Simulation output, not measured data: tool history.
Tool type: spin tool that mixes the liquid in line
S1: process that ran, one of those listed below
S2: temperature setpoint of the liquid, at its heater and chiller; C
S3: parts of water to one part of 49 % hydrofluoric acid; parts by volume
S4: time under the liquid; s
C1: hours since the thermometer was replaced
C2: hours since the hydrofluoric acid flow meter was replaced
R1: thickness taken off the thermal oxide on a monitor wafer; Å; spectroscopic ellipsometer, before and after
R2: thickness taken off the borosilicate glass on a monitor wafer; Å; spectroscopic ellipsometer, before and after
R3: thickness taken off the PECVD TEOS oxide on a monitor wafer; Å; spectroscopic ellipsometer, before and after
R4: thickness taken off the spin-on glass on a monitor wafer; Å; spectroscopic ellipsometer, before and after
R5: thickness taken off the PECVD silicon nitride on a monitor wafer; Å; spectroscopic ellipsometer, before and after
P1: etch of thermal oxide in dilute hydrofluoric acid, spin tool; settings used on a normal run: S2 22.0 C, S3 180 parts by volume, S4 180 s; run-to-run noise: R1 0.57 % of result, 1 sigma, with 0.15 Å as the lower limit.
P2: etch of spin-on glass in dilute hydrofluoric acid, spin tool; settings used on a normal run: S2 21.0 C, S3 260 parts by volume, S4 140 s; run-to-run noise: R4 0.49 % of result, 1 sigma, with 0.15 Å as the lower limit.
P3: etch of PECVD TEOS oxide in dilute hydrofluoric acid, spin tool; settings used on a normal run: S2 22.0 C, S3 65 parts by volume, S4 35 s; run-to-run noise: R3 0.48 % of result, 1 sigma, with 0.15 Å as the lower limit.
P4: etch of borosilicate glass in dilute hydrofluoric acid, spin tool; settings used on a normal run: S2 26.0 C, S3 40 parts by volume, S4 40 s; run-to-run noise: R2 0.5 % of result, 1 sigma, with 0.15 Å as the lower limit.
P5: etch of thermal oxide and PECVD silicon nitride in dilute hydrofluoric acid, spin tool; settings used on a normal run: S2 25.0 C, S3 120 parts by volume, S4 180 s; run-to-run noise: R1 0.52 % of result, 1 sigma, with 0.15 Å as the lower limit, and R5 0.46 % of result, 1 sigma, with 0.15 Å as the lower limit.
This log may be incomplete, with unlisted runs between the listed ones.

run 1 day=0.196 | S1=P1 S2=22.0 S3=180 S4=180 | C1=318.5 C2=262.2 | R1=41.405
run 2 day=0.425 | S1=P4 S2=19.0 S3=40 S4=40 | C1=324.0 C2=267.7 | R2=210.84
run 3 day=0.571 | S1=P4 S2=26.0 S3=65 S4=40 | C1=327.5 C2=271.2 | R2=168.62
run 4 day=0.708 | S1=P3 S2=22.0 S3=65 S4=35 | C1=330.8 C2=274.5 | R3=86.011
run 5 day=0.954 | S1=P4 S2=26.0 S3=40 S4=40 | C1=336.7 C2=280.4 | R2=280.50
run 6 day=1.162 | S1=P3 S2=22.0 S3=65 S4=65 | C1=341.7 C2=285.4 | R3=160.730
run 7 day=1.371 | S1=P2 S2=21.0 S3=260 S4=140 | C1=346.7 C2=290.4 | R4=161.57
run 8 day=1.558 | S1=P1 S2=22.0 S3=325 S4=180 | C1=351.2 C2=294.9 | R1=20.081
run 9 day=1.796 | S1=P1 S2=18.5 S3=245 S4=180 | C1=356.9 C2=300.6 | R1=25.154
run 10 day=2.004 | S1=P1 S2=22.0 S3=180 S4=180 | C1=361.9 C2=305.6 | R1=41.539
run 11 day=2.188 | S1=P1 S2=17.0 S3=180 S4=180 | C1=366.3 C2=310.0 | R1=34.288
run 12 day=2.392 | S1=P5 S2=32.5 S3=120 S4=180 | C1=371.2 C2=314.9 | R1=95.280 R5=147.310
run 13 day=2.688 | S1=P1 S2=22.0 S3=55 S4=180 | C1=378.3 C2=322.0 | R1=158.350
run 14 day=2.904 | S1=P4 S2=26.0 S3=40 S4=15 | C1=383.5 C2=327.2 | R2=105.59
run 15 day=3.058 | S1=P1 S2=30.0 S3=180 S4=180 | C1=387.2 C2=330.9 | R1=54.944
run 16 day=3.200 | S1=P3 S2=22.0 S3=20 S4=35 | C1=390.6 C2=334.3 | R3=296.920
run 17 day=3.433 | S1=P1 S2=22.0 S3=180 S4=180 | C1=396.2 C2=339.9 | R1=42.079
run 18 day=3.579 | S1=P2 S2=25.5 S3=260 S4=140 | C1=399.7 C2=343.4 | R4=188.35
run 19 day=3.792 | S1=P1 S2=22.0 S3=180 S4=330 | C1=404.8 C2=348.5 | R1=76.190
run 20 day=4.079 | S1=P2 S2=21.0 S3=100 S4=140 | C1=411.7 C2=355.4 | R4=496.45
run 21 day=4.225 | S1=P5 S2=25.0 S3=120 S4=295 | C1=415.2 C2=358.9 | R1=119.070 R5=150.870
run 22 day=4.529 | S1=P1 S2=22.0 S3=180 S4=95 | C1=422.5 C2=366.2 | R1=21.921
run 23 day=4.729 | S1=P4 S2=26.0 S3=40 S4=40 | C1=427.3 C2=371.0 | R2=282.75
run 24 day=4.908 | S1=P3 S2=30.0 S3=65 S4=35 | C1=431.6 C2=375.3 | R3=118.760
run 25 day=5.171 | S1=P5 S2=25.0 S3=120 S4=180 | C1=437.9 C2=381.6 | R1=72.130 R5=91.978
run 26 day=5.388 | S1=P2 S2=21.0 S3=260 S4=140 | C1=443.1 C2=386.8 | R4=158.87
run 27 day=5.525 | S1=P5 S2=25.0 S3=35 S4=180 | C1=446.4 C2=390.1 | R1=277.100 R5=309.270
run 28 day=5.796 | S1=P2 S2=21.0 S3=260 S4=265 | C1=452.9 C2=396.6 | R4=302.01
run 29 day=6.075 | S1=P1 S2=22.0 S3=180 S4=180 | C1=459.6 C2=403.3 | R1=41.642
run 30 day=6.217 | S1=P1 S2=22.0 S3=180 S4=180 | C1=463.0 C2=406.7 | R1=41.757
run 31 day=6.433 | S1=P1 S2=22.0 S3=180 S4=180 | C1=468.2 C2=411.9 | R1=42.403
run 32 day=6.621 | S1=P1 S2=22.0 S3=180 S4=180 | C1=472.7 C2=416.4 | R1=43.040
run 33 day=6.812 | S1=P1 S2=22.0 S3=180 S4=180 | C1=477.3 C2=421.0 | R1=43.715
run 34 day=6.979 | S1=P1 S2=22.0 S3=180 S4=180 | C1=481.3 C2=425.0 | R1=43.582
run 35 day=7.146 | S1=P1 S2=22.0 S3=180 S4=180 | C1=485.3 C2=429.0 | R1=43.523
run 36 day=7.283 | S1=P1 S2=22.0 S3=180 S4=180 | C1=488.6 C2=432.3 | R1=44.114
run 37 day=7.504 | S1=P1 S2=22.0 S3=180 S4=180 | C1=493.9 C2=437.6 | R1=44.905
run 38 day=7.746 | S1=P1 S2=22.0 S3=180 S4=180 | C1=499.7 C2=443.4 | R1=44.032
run 39 day=7.888 | S1=P1 S2=22.0 S3=180 S4=180 | C1=503.1 C2=446.8 | R1=44.480
run 40 day=8.050 | S1=P1 S2=22.0 S3=180 S4=180 | C1=507.0 C2=450.7 | R1=43.884
run 41 day=8.288 | S1=P1 S2=22.0 S3=180 S4=180 | C1=512.7 C2=456.4 | R1=44.093

P1 no longer gives what it gave before; its output has crept away from where it was. The following 2 causes, each at its listed size, fit the log equally well:
A: liquid hotter than its thermometer reads (K) = 1.61
B: hydrofluoric acid flow above the setpoint (%) = 5.26
The gradual shift began around day 6.217.

Question marks stand in for the results of the 4 check runs listed below, each run on one wafer. Under which run would the listed causes show clearly different results?
run check 1 day=8.525 | S1=P2 S2=24.0 S3=130 S4=140 | R4=?
run check 2 day=8.525 | S1=P4 S2=26.0 S3=55 S4=15 | R2=?
run check 3 day=8.525 | S1=P5 S2=25.0 S3=120 S4=250 | R1=? R5=?
run check 4 day=8.525 | S1=P3 S2=28.5 S3=25 S4=35 | R3=?

Check results expected under each cause:
check=check_1 result=R4 if_A=437.94 if_B=436.65
check=check_2 result=R2 if_A=80.485 if_B=79.731
check=check_3 result=R1 if_A=106.880 if_B=106.540
check=check_3 result=R5 if_A=141.560 if_B=134.290
check=check_4 result=R3 if_A=330.810 if_B=326.900
Per-check spread between the two closest causes, in the result where they differ most: check 1 0.3 %; check 2 0.94 %; check 3 5.27 %; check 4 1.19 %
Check 3 distinguishes between the causes, while the remaining checks would return nearly the same result for all of them.

Then check 3 was run and gave: R1 107.520 Å; R5 133.550 Å. Which cause is it?

The cause is B: hydrofluoric acid flow above the setpoint (%).
